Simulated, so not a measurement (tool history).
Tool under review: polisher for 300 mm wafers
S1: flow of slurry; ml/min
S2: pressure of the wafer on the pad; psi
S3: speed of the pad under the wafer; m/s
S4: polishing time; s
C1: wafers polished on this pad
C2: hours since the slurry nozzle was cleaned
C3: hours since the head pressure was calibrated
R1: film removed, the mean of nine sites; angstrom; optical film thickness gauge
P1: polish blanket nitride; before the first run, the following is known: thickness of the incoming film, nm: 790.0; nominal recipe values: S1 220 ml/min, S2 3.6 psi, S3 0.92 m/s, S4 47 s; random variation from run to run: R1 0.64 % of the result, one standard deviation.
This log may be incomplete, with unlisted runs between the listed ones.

Run 1, hour 4.2: S1 220 ml/min, S2 3.6 psi, S3 0.92 m/s, S4 47 s; C1 453; C2 513.3; C3 672.7. Result: R1 806.15 angstrom.
Run 2, hour 11.3: S1 130 ml/min, S2 3.6 psi, S3 0.92 m/s, S4 47 s; C1 519; C2 520.4; C3 679.8. Result: R1 738.88 angstrom.
Run 3, hour 14.8: S1 220 ml/min, S2 3.6 psi, S3 0.92 m/s, S4 72 s; C1 551; C2 523.9; C3 683.3. Result: R1 1217.8 angstrom.
Run 4, hour 19.7: S1 220 ml/min, S2 3.6 psi, S3 0.92 m/s, S4 47 s; C1 597; C2 528.8; C3 688.2. Result: R1 799.41 angstrom.
Run 5, hour 23.6: S1 220 ml/min, S2 3.6 psi, S3 0.92 m/s, S4 23 s; C1 633; C2 532.7; C3 692.1. Result: R1 392.09 angstrom.
Run 6, hour 27.7: S1 220 ml/min, S2 3.6 psi, S3 0.64 m/s, S4 47 s; C1 671; C2 536.8; C3 696.2. Result: R1 601.91 angstrom.
Run 7, hour 32.1: S1 220 ml/min, S2 1.6 psi, S3 0.92 m/s, S4 47 s; C1 712; C2 541.2; C3 700.6. Result: R1 357.98 angstrom.
Run 8, hour 38: S1 320 ml/min, S2 3.6 psi, S3 0.92 m/s, S4 47 s; C1 767; C2 547.1; C3 706.5. Result: R1 832.84 angstrom.
Run 9, hour 42.1: S1 220 ml/min, S2 3.6 psi, S3 0.92 m/s, S4 47 s; C1 805; C2 551.2; C3 710.6. Result: R1 796.79 angstrom.
Run 10, hour 49.4: S1 220 ml/min, S2 5.7 psi, S3 0.92 m/s, S4 47 s; C1 873; C2 558.5; C3 717.9. Result: R1 1271.1 angstrom.
Run 11, hour 56.7: S1 130 ml/min, S2 2.2 psi, S3 0.92 m/s, S4 47 s; C1 941; C2 565.8; C3 725.2. Result: R1 455.82 angstrom.
Run 12, hour 63.6: S1 220 ml/min, S2 3.6 psi, S3 0.92 m/s, S4 47 s; C1 1005; C2 572.7; C3 732.1. Result: R1 799.04 angstrom.
At hour 69.2: worn pad replaced by a new one.
Run 13, hour 69.6: S1 220 ml/min, S2 3.6 psi, S3 0.92 m/s, S4 47 s; C1 3; C2 578.7; C3 738.1. Result: R1 801.18 angstrom.
Run 14, hour 76.4: S1 220 ml/min, S2 3.6 psi, S3 1.42 m/s, S4 47 s; C1 67; C2 585.5; C3 744.9. Result: R1 1133.6 angstrom.
Run 15, hour 81.4: S1 220 ml/min, S2 3.6 psi, S3 0.92 m/s, S4 47 s; C1 113; C2 590.5; C3 749.9. Result: R1 814.9 angstrom.
Run 16, hour 85.2: S1 220 ml/min, S2 5.1 psi, S3 0.92 m/s, S4 72 s; C1 148; C2 594.3; C3 753.7. Result: R1 1743.9 angstrom.
Run 17, hour 89.2: S1 220 ml/min, S2 3.6 psi, S3 0.92 m/s, S4 47 s; C1 185; C2 598.3; C3 757.7. Result: R1 800.5 angstrom.
Run 18, hour 95.1: S1 220 ml/min, S2 3.6 psi, S3 0.92 m/s, S4 47 s; C1 240; C2 604.2; C3 763.6. Result: R1 790.29 angstrom.

The next listed run, before its measurement:
Run 19, hour 101.9: S1 220 ml/min, S2 3.6 psi, S3 0.92 m/s, S4 47 s; C1 304; C2 611; C3 770.4. Result: R1 ?.

{"run 19": {"R1": 772.72}}
